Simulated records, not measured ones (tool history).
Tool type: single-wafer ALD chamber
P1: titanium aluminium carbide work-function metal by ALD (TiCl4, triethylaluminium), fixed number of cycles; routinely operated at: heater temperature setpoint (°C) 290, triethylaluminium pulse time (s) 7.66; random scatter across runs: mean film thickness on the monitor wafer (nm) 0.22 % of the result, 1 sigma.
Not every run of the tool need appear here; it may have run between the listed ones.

run,hour,heater temperature setpoint (°C),triethylaluminium pulse time (s),hours since the last thermocouple change,hours since the last triethylaluminium bottle change,mean film thickness on the monitor wafer (nm)
1,7.8,290,7.66,906.3,549.7,1.8584
2,15.1,290,7.66,913.6,557.0,1.8503
3,19.6,290,7.66,918.1,561.5,1.8492
4,27.6,266,7.66,926.1,569.5,1.6538
5,32.7,290,7.66,931.2,574.6,1.8563
6,37.5,301,3.71,936.0,579.4,1.5099
7,41.8,290,2.73,940.3,583.7,1.2146
8,47.5,310,7.66,946.0,589.4,2.0214
9,54.2,308,4.41,952.7,596.1,1.6830
10,61.1,290,7.66,959.6,603.0,1.8512
11,64.9,290,11.51,963.4,606.8,1.9546
12,70.3,290,7.66,968.8,612.2,1.8454
13,76.4,290,7.66,974.9,618.3,1.8364
14,82.5,290,7.66,981.0,624.4,1.8312
15,88.4,290,7.66,986.9,630.3,1.8257
16,95.1,290,7.66,993.6,637.0,1.8156
17,100.6,290,7.66,999.1,642.5,1.8170

What will run 18 give?
18,106.1,290,7.66,1004.6,648.0,?

mean film thickness on the monitor wafer (nm): 1.8244
